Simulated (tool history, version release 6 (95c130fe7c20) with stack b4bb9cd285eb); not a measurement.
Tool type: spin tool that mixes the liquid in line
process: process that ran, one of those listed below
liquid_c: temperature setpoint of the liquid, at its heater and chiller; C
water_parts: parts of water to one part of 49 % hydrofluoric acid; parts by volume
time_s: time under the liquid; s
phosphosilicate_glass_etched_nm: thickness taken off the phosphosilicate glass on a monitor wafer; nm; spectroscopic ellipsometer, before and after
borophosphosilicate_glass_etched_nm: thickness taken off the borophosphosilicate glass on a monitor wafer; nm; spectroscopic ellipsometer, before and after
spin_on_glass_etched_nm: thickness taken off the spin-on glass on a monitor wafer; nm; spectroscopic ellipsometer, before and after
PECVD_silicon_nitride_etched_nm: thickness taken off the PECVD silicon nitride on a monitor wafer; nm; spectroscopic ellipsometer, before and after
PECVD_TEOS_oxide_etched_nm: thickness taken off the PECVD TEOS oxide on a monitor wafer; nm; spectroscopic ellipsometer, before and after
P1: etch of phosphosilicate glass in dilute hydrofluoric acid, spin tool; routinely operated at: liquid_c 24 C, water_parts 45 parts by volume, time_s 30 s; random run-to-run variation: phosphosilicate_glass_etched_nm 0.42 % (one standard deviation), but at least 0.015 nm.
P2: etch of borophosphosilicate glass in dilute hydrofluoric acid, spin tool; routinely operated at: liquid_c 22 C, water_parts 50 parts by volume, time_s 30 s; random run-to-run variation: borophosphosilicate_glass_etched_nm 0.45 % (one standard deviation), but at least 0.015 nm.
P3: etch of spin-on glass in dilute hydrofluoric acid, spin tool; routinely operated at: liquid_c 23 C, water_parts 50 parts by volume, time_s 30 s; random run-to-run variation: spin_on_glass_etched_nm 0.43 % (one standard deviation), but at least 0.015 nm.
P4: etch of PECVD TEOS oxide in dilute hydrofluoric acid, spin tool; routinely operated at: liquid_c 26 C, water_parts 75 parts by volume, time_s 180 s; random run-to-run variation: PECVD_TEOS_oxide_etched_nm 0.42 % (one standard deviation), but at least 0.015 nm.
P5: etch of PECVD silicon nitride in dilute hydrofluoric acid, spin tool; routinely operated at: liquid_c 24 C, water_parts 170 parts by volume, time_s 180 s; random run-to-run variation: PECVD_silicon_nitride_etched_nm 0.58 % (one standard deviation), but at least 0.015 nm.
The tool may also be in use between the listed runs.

| run | hour | process | liquid_c | water_parts | time_s | hours since the thermometer was replaced | hours since the hydrofluoric acid flow meter was replaced | phosphosilicate_glass_etched_nm | borophosphosilicate_glass_etched_nm | spin_on_glass_etched_nm | PECVD_silicon_nitride_etched_nm | PECVD_TEOS_oxide_etched_nm |
|---|---|---|---|---|---|---|---|---|---|---|---|---|
| 1 | 14.1 | P1 | 24 | 45 | 30 | 756.1 | 925.1 | 71.653 |  |  |  |  |
| 2 | 31.5 | P2 | 22 | 50 | 30 | 773.5 | 942.5 |  | 24.481 |  |  |  |
| 3 | 46.3 | P1 | 24 | 45 | 30 | 788.3 | 957.3 | 71.848 |  |  |  |  |
| 4 | 54.5 | P1 | 24 | 20 | 30 | 796.5 | 965.5 | 167.72 |  |  |  |  |
| 5 | 71.8 | P2 | 22 | 75 | 30 | 813.8 | 982.8 |  | 15.697 |  |  |  |
| 6 | 81 | P3 | 17 | 50 | 30 | 823 | 992 |  |  | 14.8 |  |  |
| 7 | 90.7 | P5 | 24 | 170 | 180 | 832.7 | 1001.7 |  |  |  | 4.8707 |  |
| 8 | 104 | P4 | 26 | 75 | 180 | 846 | 1015 |  |  |  |  | 22.275 |
| 9 | 115.4 | P4 | 33 | 75 | 180 | 857.4 | 1026.4 |  |  |  |  | 29.051 |
| 10 | 130.3 | P1 | 24 | 45 | 15 | 872.3 | 1041.3 | 35.931 |  |  |  |  |
| 11 | 145.8 | P1 | 30 | 45 | 30 | 887.8 | 1056.8 | 91.53 |  |  |  |  |
| 12 | 163 | P3 | 23 | 50 | 15 | 905 | 1074 |  |  | 9.5007 |  |  |
| 13 | 174.4 | P1 | 24 | 45 | 30 | 916.4 | 1085.4 | 72.227 |  |  |  |  |
| 14 | 183.1 | P4 | 26 | 35 | 180 | 925.1 | 1094.1 |  |  |  |  | 50.585 |
| 15 | 201.6 | P1 | 24 | 45 | 30 | 943.6 | 1112.6 | 72.338 |  |  |  |  |
| 16 | 215.9 | P1 | 17 | 45 | 30 | 957.9 | 1126.9 | 53.22 |  |  |  |  |
| 17 | 228.7 | P1 | 24 | 45 | 65 | 970.7 | 1139.7 | 156.3 |  |  |  |  |
|  | 230 | hydrofluoric acid flow meter replaced |
| 18 | 245.1 | P3 | 23 | 50 | 30 | 987.1 | 15.2 |  |  | 19.201 |  |  |
| 19 | 261.1 | P5 | 24 | 170 | 180 | 1003.1 | 31.2 |  |  |  | 4.9172 |  |
| 20 | 279.1 | P4 | 26 | 75 | 290 | 1021.1 | 49.2 |  |  |  |  | 35.594 |
| 21 | 294.5 | P3 | 23 | 50 | 30 | 1036.5 | 64.6 |  |  | 19.145 |  |  |
| 22 | 304.8 | P1 | 24 | 20 | 50 | 1046.8 | 74.9 | 279.2 |  |  |  |  |
| 23 | 315.4 | P5 | 30.5 | 170 | 180 | 1057.4 | 85.5 |  |  |  | 7.4829 |  |
| 24 | 333.7 | P5 | 24 | 30 | 180 | 1075.7 | 103.8 |  |  |  | 27.019 |  |
| 25 | 348.3 | P3 | 23 | 75 | 30 | 1090.3 | 118.4 |  |  | 12.311 |  |  |
| 26 | 359.7 | P1 | 24 | 45 | 30 | 1101.7 | 129.8 | 71.912 |  |  |  |  |
| 27 | 377 | P5 | 24 | 170 | 350 | 1119 | 147.1 |  |  |  | 9.6071 |  |
| 28 | 386.3 | P2 | 27.5 | 50 | 30 | 1128.3 | 156.4 |  | 30.441 |  |  |  |
| 29 | 398.4 | P1 | 27.5 | 45 | 15 | 1140.4 | 168.5 | 41.386 |  |  |  |  |
| 30 | 409.6 | P4 | 26 | 75 | 180 | 1151.6 | 179.7 |  |  |  |  | 22.294 |
| 31 | 421.4 | P2 | 22 | 50 | 15 | 1163.4 | 191.5 |  | 12.234 |  |  |  |
| 32 | 430.5 | P1 | 21 | 65 | 30 | 1172.5 | 200.6 | 43.016 |  |  |  |  |
| 33 | 440.8 | P1 | 24 | 75 | 30 | 1182.8 | 210.9 | 41.715 |  |  |  |  |
| 34 | 454.4 | P1 | 24 | 45 | 30 | 1196.4 | 224.5 | 72.192 |  |  |  |  |
| 35 | 465.3 | P1 | 24 | 45 | 30 | 1207.3 | 235.4 | 69.393 |  |  |  |  |
| 36 | 475 | P1 | 24 | 45 | 30 | 1217 | 245.1 | 67.691 |  |  |  |  |
| 37 | 485.1 | P1 | 24 | 45 | 30 | 1227.1 | 255.2 | 66.988 |  |  |  |  |
| 38 | 498.8 | P1 | 24 | 45 | 30 | 1240.8 | 268.9 | 65.745 |  |  |  |  |
| 39 | 513 | P1 | 24 | 45 | 30 | 1255 | 283.1 | 64.923 |  |  |  |  |
| 40 | 530.8 | P1 | 24 | 45 | 30 | 1272.8 | 300.9 | 64.559 |  |  |  |  |
| 41 | 546.6 | P1 | 24 | 45 | 30 | 1288.6 | 316.7 | 65.416 |  |  |  |  |

What P1 gives has crept off from where it sat before. The 2 causes that follow fit the log equally well, each at the size noted:
A: hydrofluoric acid flow below the setpoint (%) = 9.12
B: liquid colder than its thermometer reads (K) = 2.44
The process output started creeping at around hour 454.4.

Each of the 4 check runs below uses one wafer; its results are left as question marks. Which run tells the causes apart?
| check 1 | 562.4 | P5 | 24 | 170 | 180 |  |  |  |  |  | ? |  |
| check 2 | 562.4 | P4 | 26 | 75 | 180 |  |  |  |  |  |  | ? |
| check 3 | 562.4 | P2 | 22 | 50 | 30 |  |  |  | ? |  |  |  |
| check 4 | 562.4 | P3 | 23 | 50 | 30 |  |  |  |  | ? |  |  |

If the cause were each of the candidates in turn, the checks would give the following:
| check | result | if A | if B |
|---|---|---|---|
| check 1 | PECVD_silicon_nitride_etched_nm | 4.4846 | 4.2099 |
| check 2 | PECVD_TEOS_oxide_etched_nm | 20.006 | 20.164 |
| check 3 | borophosphosilicate_glass_etched_nm | 22.047 | 22.025 |
| check 4 | spin_on_glass_etched_nm | 17.259 | 17.258 |
Distance between the nearest two causes, measured in the result of the check that separates them most: check 1 6.32 %; check 2 0.79 %; check 3 0.1 %; check 4 0 %
The causes can be told apart only by check 1. The other checks would give nearly the same results under each of them.

Then check 1 was run and gave: PECVD_silicon_nitride_etched_nm 4.2205 nm. Which cause is it?

It was cause B: liquid colder than its thermometer reads (K).
